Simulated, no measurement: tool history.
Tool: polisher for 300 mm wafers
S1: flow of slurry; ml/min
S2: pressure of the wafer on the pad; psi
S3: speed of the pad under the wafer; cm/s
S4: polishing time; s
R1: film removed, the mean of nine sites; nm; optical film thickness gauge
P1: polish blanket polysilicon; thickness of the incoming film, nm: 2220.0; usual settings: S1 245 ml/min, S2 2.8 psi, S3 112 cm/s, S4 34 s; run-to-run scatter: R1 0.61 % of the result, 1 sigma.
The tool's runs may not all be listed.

Run 1, day 0.4: S1 245 ml/min, S2 2.8 psi, S3 112 cm/s, S4 34 s. Result: R1 297.19 nm.
Run 2, day 0.708: S1 145 ml/min, S2 2.8 psi, S3 112 cm/s, S4 24 s. Result: R1 195.79 nm.
Run 3, day 1.033: S1 245 ml/min, S2 2.8 psi, S3 112 cm/s, S4 34 s. Result: R1 298.33 nm.
At day 1.375: head pressure recalibrated.
Run 4, day 1.429: S1 245 ml/min, S2 2.8 psi, S3 112 cm/s, S4 34 s. Result: R1 295.93 nm.
Run 5, day 1.775: S1 245 ml/min, S2 2.8 psi, S3 112 cm/s, S4 34 s. Result: R1 300.87 nm.
Run 6, day 2.179: S1 245 ml/min, S2 2.8 psi, S3 112 cm/s, S4 53 s. Result: R1 472.01 nm.
Run 7, day 2.667: S1 245 ml/min, S2 4.2 psi, S3 112 cm/s, S4 34 s. Result: R1 449.68 nm.
Run 8, day 3.179: S1 245 ml/min, S2 2.8 psi, S3 64 cm/s, S4 34 s. Result: R1 171.35 nm.
Run 9, day 3.454: S1 245 ml/min, S2 2.8 psi, S3 112 cm/s, S4 34 s. Result: R1 296.35 nm.
Run 10, day 3.95: S1 145 ml/min, S2 2.8 psi, S3 112 cm/s, S4 34 s. Result: R1 281.29 nm.
Run 11, day 4.375: S1 380 ml/min, S2 2.8 psi, S3 112 cm/s, S4 34 s. Result: R1 306.69 nm.
Run 12, day 4.767: S1 245 ml/min, S2 2.8 psi, S3 112 cm/s, S4 34 s. Result: R1 295.24 nm.
Run 13, day 5.121: S1 245 ml/min, S2 1.3 psi, S3 112 cm/s, S4 34 s. Result: R1 138.55 nm.
Run 14, day 5.55: S1 245 ml/min, S2 2.8 psi, S3 112 cm/s, S4 17 s. Result: R1 148.01 nm.
Run 15, day 5.871: S1 245 ml/min, S2 2.8 psi, S3 112 cm/s, S4 34 s. Result: R1 297.67 nm.
Run 16, day 6.221: S1 245 ml/min, S2 2.8 psi, S3 162 cm/s, S4 34 s. Result: R1 428.83 nm.
Run 17, day 6.483: S1 245 ml/min, S2 1.3 psi, S3 112 cm/s, S4 23 s. Result: R1 94.166 nm.
Run 18, day 6.779: S1 245 ml/min, S2 2.8 psi, S3 112 cm/s, S4 34 s. Result: R1 300.2 nm.
Run 19, day 7.158: S1 245 ml/min, S2 2.8 psi, S3 112 cm/s, S4 34 s. Result: R1 293.39 nm.
Run 20, day 7.383: S1 245 ml/min, S2 2.8 psi, S3 112 cm/s, S4 34 s. Result: R1 288.1 nm.
Run 21, day 7.775: S1 245 ml/min, S2 2.8 psi, S3 112 cm/s, S4 34 s. Result: R1 286.12 nm.

Run 22 comes next. What will it give?
At day 8.196: head pressure recalibrated.
Run 22, day 8.275: S1 245 ml/min, S2 2.8 psi, S3 112 cm/s, S4 34 s. Result: R1 ?.

Run 22 gave R1 285.61 nm.

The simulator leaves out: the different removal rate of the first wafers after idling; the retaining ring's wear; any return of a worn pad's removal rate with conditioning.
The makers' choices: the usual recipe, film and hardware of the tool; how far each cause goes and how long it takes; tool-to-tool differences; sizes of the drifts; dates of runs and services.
